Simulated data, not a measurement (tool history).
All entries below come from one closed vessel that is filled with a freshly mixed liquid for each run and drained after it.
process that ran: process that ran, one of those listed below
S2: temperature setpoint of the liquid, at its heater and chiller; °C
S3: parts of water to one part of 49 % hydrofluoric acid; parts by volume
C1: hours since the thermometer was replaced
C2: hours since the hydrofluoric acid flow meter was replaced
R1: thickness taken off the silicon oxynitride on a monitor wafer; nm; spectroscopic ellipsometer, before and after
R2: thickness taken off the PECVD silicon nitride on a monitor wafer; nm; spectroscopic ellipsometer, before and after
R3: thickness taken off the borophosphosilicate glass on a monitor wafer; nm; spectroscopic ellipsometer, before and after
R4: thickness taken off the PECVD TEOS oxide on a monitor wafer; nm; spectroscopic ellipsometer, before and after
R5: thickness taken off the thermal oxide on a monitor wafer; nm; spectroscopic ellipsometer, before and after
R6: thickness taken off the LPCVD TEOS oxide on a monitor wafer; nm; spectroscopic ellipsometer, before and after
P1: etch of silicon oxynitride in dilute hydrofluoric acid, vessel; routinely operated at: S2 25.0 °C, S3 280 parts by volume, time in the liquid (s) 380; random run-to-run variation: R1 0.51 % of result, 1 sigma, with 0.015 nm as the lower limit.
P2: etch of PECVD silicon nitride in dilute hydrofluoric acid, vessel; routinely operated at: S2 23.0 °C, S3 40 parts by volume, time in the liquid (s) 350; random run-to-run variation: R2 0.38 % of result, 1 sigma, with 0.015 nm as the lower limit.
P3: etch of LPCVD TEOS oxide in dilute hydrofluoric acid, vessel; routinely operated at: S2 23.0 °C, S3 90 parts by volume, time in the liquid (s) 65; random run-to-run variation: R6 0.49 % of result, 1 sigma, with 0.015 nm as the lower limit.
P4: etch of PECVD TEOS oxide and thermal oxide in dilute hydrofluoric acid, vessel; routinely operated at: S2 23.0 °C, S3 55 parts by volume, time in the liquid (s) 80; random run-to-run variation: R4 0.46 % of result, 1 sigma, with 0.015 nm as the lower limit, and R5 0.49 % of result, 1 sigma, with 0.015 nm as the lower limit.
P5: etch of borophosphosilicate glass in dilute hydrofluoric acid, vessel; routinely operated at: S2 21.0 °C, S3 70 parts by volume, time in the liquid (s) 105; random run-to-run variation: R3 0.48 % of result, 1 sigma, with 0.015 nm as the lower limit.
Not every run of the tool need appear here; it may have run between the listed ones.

Run 1, day 0.217: process that ran P1, S2 25.0 °C, S3 280 parts by volume, time in the liquid (s) 380; C1 300.0; C2 746.6. Result: R1 5.8329 nm.
Run 2, day 0.483: process that ran P2, S2 23.0 °C, S3 40 parts by volume, time in the liquid (s) 350; C1 306.4; C2 753.0. Result: R2 39.882 nm.
Run 3, day 0.646: process that ran P1, S2 33.5 °C, S3 280 parts by volume, time in the liquid (s) 380; C1 310.3; C2 756.9. Result: R1 8.2110 nm.
Run 4, day 0.971: process that ran P1, S2 25.0 °C, S3 115 parts by volume, time in the liquid (s) 380; C1 318.1; C2 764.7. Result: R1 16.2110 nm.
Run 5, day 1.308: process that ran P1, S2 25.0 °C, S3 280 parts by volume, time in the liquid (s) 380; C1 326.2; C2 772.8. Result: R1 5.8546 nm.
Run 6, day 1.600: process that ran P5, S2 21.0 °C, S3 70 parts by volume, time in the liquid (s) 105; C1 333.2; C2 779.8. Result: R3 38.344 nm.
Run 7, day 1.942: process that ran P2, S2 19.5 °C, S3 40 parts by volume, time in the liquid (s) 350; C1 341.4; C2 788.0. Result: R2 31.021 nm.
Run 8, day 2.104: process that ran P2, S2 23.0 °C, S3 40 parts by volume, time in the liquid (s) 350; C1 345.3; C2 791.9. Result: R2 39.526 nm.
Run 9, day 2.354: process that ran P1, S2 25.0 °C, S3 480 parts by volume, time in the liquid (s) 645; C1 351.3; C2 797.9. Result: R1 5.0449 nm.
Run 10, day 2.671: process that ran P4, S2 23.0 °C, S3 55 parts by volume, time in the liquid (s) 35; C1 358.9; C2 805.5. Result: R4 5.4785 nm, R5 3.1308 nm.
Run 11, day 2.967: process that ran P1, S2 25.0 °C, S3 455 parts by volume, time in the liquid (s) 535; C1 366.0; C2 812.6. Result: R1 4.4806 nm.
Run 12, day 3.204: process that ran P3, S2 23.0 °C, S3 90 parts by volume, time in the liquid (s) 65; C1 371.7; C2 818.3. Result: R6 13.870 nm.
Run 13, day 3.483: process that ran P1, S2 25.0 °C, S3 280 parts by volume, time in the liquid (s) 380; C1 378.4; C2 825.0. Result: R1 5.7579 nm.
Run 14, day 3.662: process that ran P2, S2 23.0 °C, S3 70 parts by volume, time in the liquid (s) 350; C1 382.7; C2 829.3. Result: R2 22.798 nm.
Run 15, day 3.892: process that ran P3, S2 18.5 °C, S3 90 parts by volume, time in the liquid (s) 65; C1 388.2; C2 834.8. Result: R6 11.474 nm.
Run 16, day 4.104: process that ran P3, S2 23.0 °C, S3 90 parts by volume, time in the liquid (s) 110; C1 393.3; C2 839.9. Result: R6 23.453 nm.
Run 17, day 4.362: process that ran P1, S2 25.0 °C, S3 280 parts by volume, time in the liquid (s) 380; C1 399.5; C2 846.1. Result: R1 5.8942 nm.
Run 18, day 4.612: process that ran P4, S2 23.0 °C, S3 55 parts by volume, time in the liquid (s) 80; C1 405.5; C2 852.1. Result: R4 12.6290 nm, R5 7.1403 nm.
Run 19, day 4.850: process that ran P4, S2 23.0 °C, S3 55 parts by volume, time in the liquid (s) 80; C1 411.2; C2 857.8. Result: R4 12.5970 nm, R5 7.1239 nm.
Run 20, day 5.133: process that ran P4, S2 18.5 °C, S3 55 parts by volume, time in the liquid (s) 80; C1 418.0; C2 864.6. Result: R4 10.4290 nm, R5 5.9128 nm.
Run 21, day 5.400: process that ran P5, S2 21.0 °C, S3 70 parts by volume, time in the liquid (s) 30; C1 424.4; C2 871.0. Result: R3 10.995 nm.

For run 22, what comes out?
Run 22, day 5.550: process that ran P5, S2 17.0 °C, S3 70 parts by volume, time in the liquid (s) 105; C1 428.0; C2 874.6. Result: R3 ?.

R3: 32.381 nm

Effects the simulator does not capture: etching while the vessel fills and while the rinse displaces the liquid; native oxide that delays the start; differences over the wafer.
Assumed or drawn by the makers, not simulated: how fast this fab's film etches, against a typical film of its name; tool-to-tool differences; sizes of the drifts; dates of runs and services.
